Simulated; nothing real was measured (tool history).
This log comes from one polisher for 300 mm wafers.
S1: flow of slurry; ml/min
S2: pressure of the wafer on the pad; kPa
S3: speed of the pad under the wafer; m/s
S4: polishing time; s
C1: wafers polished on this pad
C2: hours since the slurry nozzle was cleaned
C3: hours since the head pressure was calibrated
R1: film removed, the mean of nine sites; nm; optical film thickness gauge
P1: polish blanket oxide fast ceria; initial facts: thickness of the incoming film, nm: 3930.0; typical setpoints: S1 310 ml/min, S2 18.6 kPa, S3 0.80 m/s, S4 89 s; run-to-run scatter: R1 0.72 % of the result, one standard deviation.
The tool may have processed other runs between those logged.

Run 1, hour 11.3: S1 310 ml/min, S2 18.6 kPa, S3 0.80 m/s, S4 89 s; C1 191; C2 264.8; C3 351.8. Result: R1 1122.90 nm.
Run 2, hour 27.7: S1 475 ml/min, S2 18.6 kPa, S3 0.80 m/s, S4 89 s; C1 316; C2 281.2; C3 368.2. Result: R1 1150.30 nm.
Run 3, hour 40.3: S1 310 ml/min, S2 18.6 kPa, S3 0.80 m/s, S4 89 s; C1 412; C2 293.8; C3 380.8. Result: R1 1106.60 nm.
Run 4, hour 48.6: S1 310 ml/min, S2 18.6 kPa, S3 1.26 m/s, S4 89 s; C1 475; C2 302.1; C3 389.1. Result: R1 1785.10 nm.
Run 5, hour 61.3: S1 310 ml/min, S2 18.6 kPa, S3 0.36 m/s, S4 89 s; C1 571; C2 314.8; C3 401.8. Result: R1 502.26 nm.
Run 6, hour 70.1: S1 310 ml/min, S2 18.6 kPa, S3 0.80 m/s, S4 120 s; C1 638; C2 323.6; C3 410.6. Result: R1 1517.80 nm.
Run 7, hour 83.3: S1 185 ml/min, S2 18.6 kPa, S3 0.80 m/s, S4 89 s; C1 738; C2 336.8; C3 423.8. Result: R1 1066.10 nm.
Run 8, hour 95.0: S1 310 ml/min, S2 11.0 kPa, S3 0.80 m/s, S4 89 s; C1 827; C2 348.5; C3 435.5. Result: R1 669.18 nm.
Run 9, hour 111.9: S1 310 ml/min, S2 18.6 kPa, S3 0.62 m/s, S4 59 s; C1 956; C2 365.4; C3 452.4. Result: R1 577.72 nm.
Run 10, hour 124.0: S1 310 ml/min, S2 18.6 kPa, S3 0.80 m/s, S4 89 s; C1 1048; C2 377.5; C3 464.5. Result: R1 1121.80 nm.
At hour 139.7: head pressure recalibrated.
Run 11, hour 140.4: S1 310 ml/min, S2 18.6 kPa, S3 0.80 m/s, S4 89 s; C1 1172; C2 393.9; C3 0.7. Result: R1 1138.30 nm.
Run 12, hour 149.2: S1 310 ml/min, S2 18.6 kPa, S3 0.80 m/s, S4 89 s; C1 1239; C2 402.7; C3 9.5. Result: R1 1134.40 nm.
Run 13, hour 164.9: S1 310 ml/min, S2 18.6 kPa, S3 0.80 m/s, S4 45 s; C1 1358; C2 418.4; C3 25.2. Result: R1 565.55 nm.
Run 14, hour 177.6: S1 310 ml/min, S2 29.0 kPa, S3 0.80 m/s, S4 89 s; C1 1455; C2 431.1; C3 37.9. Result: R1 1767.90 nm.
Run 15, hour 195.3: S1 310 ml/min, S2 18.6 kPa, S3 0.80 m/s, S4 89 s; C1 1589; C2 448.8; C3 55.6. Result: R1 1134.30 nm.
Run 16, hour 206.9: S1 310 ml/min, S2 18.6 kPa, S3 0.80 m/s, S4 89 s; C1 1678; C2 460.4; C3 67.2. Result: R1 1124.50 nm.
Run 17, hour 219.6: S1 310 ml/min, S2 18.6 kPa, S3 0.80 m/s, S4 89 s; C1 1774; C2 473.1; C3 79.9. Result: R1 1135.10 nm.
Run 18, hour 233.0: S1 310 ml/min, S2 18.6 kPa, S3 0.80 m/s, S4 89 s; C1 1876; C2 486.5; C3 93.3. Result: R1 1105.60 nm.
Run 19, hour 249.0: S1 310 ml/min, S2 18.6 kPa, S3 0.80 m/s, S4 89 s; C1 1997; C2 502.5; C3 109.3. Result: R1 1096.20 nm.
Run 20, hour 257.7: S1 310 ml/min, S2 18.6 kPa, S3 0.80 m/s, S4 89 s; C1 2064; C2 511.2; C3 118.0. Result: R1 1098.10 nm.
Run 21, hour 273.6: S1 310 ml/min, S2 18.6 kPa, S3 0.80 m/s, S4 89 s; C1 2184; C2 527.1; C3 133.9. Result: R1 1086.50 nm.
At hour 279.3: head pressure recalibrated.
Run 22, hour 281.9: S1 310 ml/min, S2 18.6 kPa, S3 0.80 m/s, S4 89 s; C1 2247; C2 535.4; C3 2.6. Result: R1 1083.60 nm.
Run 23, hour 297.7: S1 310 ml/min, S2 18.6 kPa, S3 0.80 m/s, S4 89 s; C1 2368; C2 551.2; C3 18.4. Result: R1 1090.60 nm.
Run 24, hour 311.5: S1 310 ml/min, S2 18.6 kPa, S3 0.80 m/s, S4 89 s; C1 2472; C2 565.0; C3 32.2. Result: R1 1073.10 nm.
Run 25, hour 319.5: S1 310 ml/min, S2 18.6 kPa, S3 0.80 m/s, S4 89 s; C1 2533; C2 573.0; C3 40.2. Result: R1 1076.30 nm.
Run 26, hour 328.3: S1 310 ml/min, S2 18.6 kPa, S3 0.80 m/s, S4 89 s; C1 2600; C2 581.8; C3 49.0. Result: R1 1085.30 nm.

What P1 gives has crept off from where it sat before. The 2 causes that follow fit the log equally well, each at the size noted:
A: slurry flow missing at the pad, % = 32.3
B: removal rate lost through wear of the pad, % = 4.03
Onset of the creep was near hour 206.9.
All other causes, with the reason each is excluded:
head's pressure below its setpoint, %: serviced at hour 279.3, after the drift had started, without restoring the earlier output

Which of the 4 check runs listed below, each an average over 5 wafers with its results shown as question marks, gives clearly different results under the different listed causes?
Run check 1, hour 337.1: S1 310 ml/min, S2 18.6 kPa, S3 0.58 m/s, S4 89 s. Result: R1 ?.
Run check 2, hour 337.1: S1 190 ml/min, S2 18.6 kPa, S3 0.80 m/s, S4 89 s. Result: R1 ?.
Run check 3, hour 337.1: S1 310 ml/min, S2 28.3 kPa, S3 0.80 m/s, S4 65 s. Result: R1 ?.
Run check 4, hour 337.1: S1 310 ml/min, S2 18.6 kPa, S3 0.46 m/s, S4 117 s. Result: R1 ?.

What every check run would give for each of its results, assuming each possible cause in turn:
  check  result     if A     if B
check 1      R1   785.38   785.32
check 2      R1  1001.80  1026.10
check 3      R1  1201.40  1201.30
check 4      R1   818.85   818.79
Per check, the gap between the least separated pair of causes, taken in the result that splits them most: check 1 0.01 %; check 2 2.39 %; check 3 0.01 %; check 4 0.01 %
Check 2 distinguishes between the causes, while the remaining checks would return nearly the same result for all of them.

Check 2 was carried out, with these results: R1 1000.50 nm. Which of the listed causes is responsible?

It was cause A: slurry flow missing at the pad, %.

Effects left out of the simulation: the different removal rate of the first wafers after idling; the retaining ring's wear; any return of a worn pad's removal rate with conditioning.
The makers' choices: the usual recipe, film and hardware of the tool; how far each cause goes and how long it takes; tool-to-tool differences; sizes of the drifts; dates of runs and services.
